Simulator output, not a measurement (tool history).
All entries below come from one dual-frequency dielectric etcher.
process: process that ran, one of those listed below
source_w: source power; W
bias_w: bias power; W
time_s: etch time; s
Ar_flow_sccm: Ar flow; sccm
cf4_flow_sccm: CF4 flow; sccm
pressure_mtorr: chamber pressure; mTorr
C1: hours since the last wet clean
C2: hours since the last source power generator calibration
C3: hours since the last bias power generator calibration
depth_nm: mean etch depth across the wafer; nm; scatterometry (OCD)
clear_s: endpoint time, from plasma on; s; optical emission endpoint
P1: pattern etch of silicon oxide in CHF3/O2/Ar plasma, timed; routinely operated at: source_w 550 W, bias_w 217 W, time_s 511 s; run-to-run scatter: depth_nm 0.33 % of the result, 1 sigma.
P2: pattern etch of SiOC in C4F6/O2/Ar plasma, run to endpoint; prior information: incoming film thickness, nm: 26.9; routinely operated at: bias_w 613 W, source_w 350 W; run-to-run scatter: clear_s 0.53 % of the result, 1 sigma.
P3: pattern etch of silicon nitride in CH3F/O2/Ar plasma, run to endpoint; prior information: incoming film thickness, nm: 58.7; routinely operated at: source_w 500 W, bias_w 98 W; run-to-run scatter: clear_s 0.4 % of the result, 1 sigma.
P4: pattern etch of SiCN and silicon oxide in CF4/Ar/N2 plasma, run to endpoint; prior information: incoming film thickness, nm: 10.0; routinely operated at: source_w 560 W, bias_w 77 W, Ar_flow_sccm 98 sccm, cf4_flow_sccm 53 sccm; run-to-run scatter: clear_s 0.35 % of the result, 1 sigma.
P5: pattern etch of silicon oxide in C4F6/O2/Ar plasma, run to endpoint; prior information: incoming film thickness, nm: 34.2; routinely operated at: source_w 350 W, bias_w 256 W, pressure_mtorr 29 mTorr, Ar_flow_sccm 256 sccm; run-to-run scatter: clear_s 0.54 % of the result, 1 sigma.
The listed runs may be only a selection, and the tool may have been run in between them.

run 1 hour=3.5 | process=P1 source_w=550 bias_w=217 time_s=511 | C1=269.7 C2=3196.1 C3=1709.8 | depth_nm=1020.4
run 2 hour=7.7 | process=P3 source_w=500 bias_w=98 | C1=273.9 C2=3200.3 C3=1714 | clear_s=67.343
run 3 hour=15.6 | process=P1 source_w=550 bias_w=217 time_s=732.5 | C1=281.8 C2=3208.2 C3=1721.9 | depth_nm=1463.5
run 4 hour=20.6 | process=P2 source_w=350 bias_w=817 | C1=286.8 C2=3213.2 C3=1726.9 | clear_s=7.56
run 5 hour=28.5 | process=P4 source_w=560 bias_w=77 Ar_flow_sccm=98 cf4_flow_sccm=69 | C1=294.7 C2=3221.1 C3=1734.8 | clear_s=9.4125
run 6 hour=35.3 | process=P1 source_w=550 bias_w=157 time_s=511 | C1=301.5 C2=3227.9 C3=1741.6 | depth_nm=909.23
run 7 hour=43 | process=P1 source_w=550 bias_w=217 time_s=511 | C1=309.2 C2=3235.6 C3=1749.3 | depth_nm=1019.5
run 8 hour=50.4 | process=P5 source_w=350 bias_w=162 Ar_flow_sccm=256 pressure_mtorr=29 | C1=316.6 C2=3243 C3=1756.7 | clear_s=11.445
run 9 hour=54.7 | process=P4 source_w=560 bias_w=77 Ar_flow_sccm=98 cf4_flow_sccm=53 | C1=320.9 C2=3247.3 C3=1761 | clear_s=9.8265
run 10 hour=60.5 | process=P3 source_w=320 bias_w=98 | C1=326.7 C2=3253.1 C3=1766.8 | clear_s=79.616
run 11 hour=68.1 | process=P4 source_w=560 bias_w=99 Ar_flow_sccm=98 cf4_flow_sccm=53 | C1=334.3 C2=3260.7 C3=1774.4 | clear_s=8.9445
run 12 hour=74.6 | process=P5 source_w=280 bias_w=256 Ar_flow_sccm=256 pressure_mtorr=29 | C1=340.8 C2=3267.2 C3=1780.9 | clear_s=10.588
run 13 hour=80.3 | process=P2 source_w=350 bias_w=613 | C1=346.5 C2=3272.9 C3=1786.6 | clear_s=8.5159
run 14 hour=87.4 | process=P1 source_w=550 bias_w=298 time_s=511 | C1=353.6 C2=3280 C3=1793.7 | depth_nm=1142.2
run 15 hour=94.4 | process=P1 source_w=550 bias_w=217 time_s=381 | C1=360.6 C2=3287 C3=1800.7 | depth_nm=764.78
run 16 hour=100.7 | process=P3 source_w=500 bias_w=98 | C1=366.9 C2=3293.3 C3=1807 | clear_s=67.718
run 17 hour=105.7 | process=P1 source_w=550 bias_w=217 time_s=511 | C1=371.9 C2=3298.3 C3=1812 | depth_nm=1026.4
run 18 hour=111.2 | process=P1 source_w=400 bias_w=263 time_s=511 | C1=377.4 C2=3303.8 C3=1817.5 | depth_nm=973.96
run 19 hour=115.9 | process=P1 source_w=320 bias_w=217 time_s=511 | C1=382.1 C2=3308.5 C3=1822.2 | depth_nm=833.67
run 20 hour=121 | process=P1 source_w=770 bias_w=217 time_s=511 | C1=387.2 C2=3313.6 C3=1827.3 | depth_nm=1160.6
run 21 hour=126.8 | process=P2 source_w=350 bias_w=613 | C1=393 C2=3319.4 C3=1833.1 | clear_s=8.441
run 22 hour=131.8 | process=P5 source_w=350 bias_w=256 Ar_flow_sccm=256 pressure_mtorr=29 | C1=398 C2=3324.4 C3=1838.1 | clear_s=9.8674

Run 23 comes next. What will it give?
run 23 hour=135.6 | process=P5 source_w=350 bias_w=256 Ar_flow_sccm=169 pressure_mtorr=29 | C1=401.8 C2=3328.2 C3=1841.9 | clear_s=?

{"run 23": {"clear_s": 9.3196}}
